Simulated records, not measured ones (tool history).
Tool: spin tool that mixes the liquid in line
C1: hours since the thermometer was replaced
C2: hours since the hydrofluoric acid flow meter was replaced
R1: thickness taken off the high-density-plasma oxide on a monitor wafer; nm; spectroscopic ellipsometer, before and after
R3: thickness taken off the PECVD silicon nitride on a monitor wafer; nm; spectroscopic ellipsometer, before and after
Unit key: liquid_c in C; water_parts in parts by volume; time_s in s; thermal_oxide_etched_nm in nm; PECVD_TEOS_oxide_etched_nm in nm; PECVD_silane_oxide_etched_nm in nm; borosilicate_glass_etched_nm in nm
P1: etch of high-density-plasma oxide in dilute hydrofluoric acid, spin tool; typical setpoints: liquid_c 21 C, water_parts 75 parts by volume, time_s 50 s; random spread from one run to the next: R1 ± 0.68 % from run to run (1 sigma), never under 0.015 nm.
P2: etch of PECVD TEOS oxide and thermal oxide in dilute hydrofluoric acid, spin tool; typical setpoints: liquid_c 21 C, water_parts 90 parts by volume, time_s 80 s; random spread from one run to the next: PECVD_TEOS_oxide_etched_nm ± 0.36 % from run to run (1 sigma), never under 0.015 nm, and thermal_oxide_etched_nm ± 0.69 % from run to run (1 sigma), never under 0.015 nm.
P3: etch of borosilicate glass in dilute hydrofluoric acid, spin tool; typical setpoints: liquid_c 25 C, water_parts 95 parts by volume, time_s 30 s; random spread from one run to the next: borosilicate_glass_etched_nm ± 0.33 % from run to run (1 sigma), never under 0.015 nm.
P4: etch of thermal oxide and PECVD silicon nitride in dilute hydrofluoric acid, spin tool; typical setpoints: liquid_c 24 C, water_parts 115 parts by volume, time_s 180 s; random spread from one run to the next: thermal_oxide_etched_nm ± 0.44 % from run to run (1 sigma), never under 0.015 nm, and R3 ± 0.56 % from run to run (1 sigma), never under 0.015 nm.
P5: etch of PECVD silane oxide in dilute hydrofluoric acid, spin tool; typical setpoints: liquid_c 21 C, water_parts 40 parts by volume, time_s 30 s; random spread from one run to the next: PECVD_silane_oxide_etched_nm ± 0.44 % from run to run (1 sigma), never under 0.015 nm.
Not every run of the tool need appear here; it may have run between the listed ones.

run 1 day=0.221 | process=P1 liquid_c=21 water_parts=75 time_s=50 | C1=418.6 C2=538.8 | R1=4.2048
run 2 day=0.354 | process=P4 liquid_c=24 water_parts=115 time_s=30 | C1=421.8 C2=542 | thermal_oxide_etched_nm=1.2039 R3=0.63633
run 3 day=0.567 | process=P4 liquid_c=24 water_parts=115 time_s=180 | C1=426.9 C2=547.1 | thermal_oxide_etched_nm=7.2842 R3=3.8041
run 4 day=0.683 | process=P1 liquid_c=21 water_parts=75 time_s=80 | C1=429.7 C2=549.9 | R1=6.6731
run 5 day=0.792 | process=P2 liquid_c=26.5 water_parts=90 time_s=80 | C1=432.3 C2=552.5 | thermal_oxide_etched_nm=4.6783 PECVD_TEOS_oxide_etched_nm=20.554
run 6 day=0.942 | process=P5 liquid_c=21 water_parts=20 time_s=30 | C1=435.9 C2=556.1 | PECVD_silane_oxide_etched_nm=51.68
run 7 day=1.112 | process=P1 liquid_c=21 water_parts=75 time_s=15 | C1=440 C2=560.2 | R1=1.2392
run 8 day=1.288 | process=P3 liquid_c=25 water_parts=95 time_s=55 | C1=444.2 C2=564.4 | borosilicate_glass_etched_nm=19.959
run 9 day=1.425 | process=P1 liquid_c=21 water_parts=75 time_s=50 | C1=447.5 C2=567.7 | R1=4.2091
run 10 day=1.592 | process=P1 liquid_c=21 water_parts=75 time_s=50 | C1=451.5 C2=571.7 | R1=4.2634
run 11 day=1.804 | process=P5 liquid_c=21 water_parts=40 time_s=15 | C1=456.6 C2=576.8 | PECVD_silane_oxide_etched_nm=12.615
run 12 day=1.958 | process=P1 liquid_c=21 water_parts=75 time_s=50 | C1=460.3 C2=580.5 | R1=4.242
run 13 day=2.133 | process=P3 liquid_c=25 water_parts=95 time_s=30 | C1=464.5 C2=584.7 | borosilicate_glass_etched_nm=10.892
run 14 day=2.254 | process=P1 liquid_c=26.5 water_parts=75 time_s=50 | C1=467.4 C2=587.6 | R1=5.2857
run 15 day=2.462 | process=P2 liquid_c=21 water_parts=90 time_s=155 | C1=472.4 C2=592.6 | thermal_oxide_etched_nm=7.3104 PECVD_TEOS_oxide_etched_nm=32.092
run 16 day=2.642 | process=P4 liquid_c=17.5 water_parts=115 time_s=180 | C1=476.7 C2=596.9 | thermal_oxide_etched_nm=5.6314 R3=2.4535
run 17 day=2.754 | process=P3 liquid_c=25 water_parts=40 time_s=30 | C1=479.4 C2=599.6 | borosilicate_glass_etched_nm=27.752
run 18 day=2.879 | process=P1 liquid_c=21 water_parts=35 time_s=85 | C1=482.4 C2=602.6 | R1=16.045
-- day=3.012 thermometer replaced
run 19 day=3.079 | process=P4 liquid_c=24 water_parts=165 time_s=180 | C1=1.7 C2=607.4 | thermal_oxide_etched_nm=4.7939 R3=2.6957
run 20 day=3.183 | process=P1 liquid_c=21 water_parts=20 time_s=50 | C1=4.2 C2=609.9 | R1=16.863
run 21 day=3.362 | process=P2 liquid_c=21 water_parts=125 time_s=80 | C1=8.5 C2=614.2 | thermal_oxide_etched_nm=2.6395 PECVD_TEOS_oxide_etched_nm=11.417
run 22 day=3.533 | process=P2 liquid_c=21 water_parts=90 time_s=80 | C1=12.6 C2=618.3 | thermal_oxide_etched_nm=3.8076 PECVD_TEOS_oxide_etched_nm=16.473
run 23 day=3.633 | process=P1 liquid_c=28.5 water_parts=75 time_s=85 | C1=15 C2=620.7 | R1=9.6253
run 24 day=3.825 | process=P5 liquid_c=21 water_parts=40 time_s=30 | C1=19.6 C2=625.3 | PECVD_silane_oxide_etched_nm=25.235
run 25 day=3.946 | process=P1 liquid_c=21 water_parts=120 time_s=50 | C1=22.5 C2=628.2 | R1=2.4816
run 26 day=4.108 | process=P1 liquid_c=17 water_parts=75 time_s=50 | C1=26.4 C2=632.1 | R1=3.566
run 27 day=4.304 | process=P1 liquid_c=21 water_parts=75 time_s=50 | C1=31.1 C2=636.8 | R1=4.2144
run 28 day=4.433 | process=P5 liquid_c=17 water_parts=40 time_s=30 | C1=34.2 C2=639.9 | PECVD_silane_oxide_etched_nm=21.239
run 29 day=4.638 | process=P1 liquid_c=21 water_parts=75 time_s=50 | C1=39.1 C2=644.8 | R1=4.2543

Predict the results of run 30:
run 30 day=4.771 | process=P3 liquid_c=30.5 water_parts=95 time_s=30 | C1=42.3 C2=648 | borosilicate_glass_etched_nm=?

{"run 30": {"borosilicate_glass_etched_nm": 13.48}}
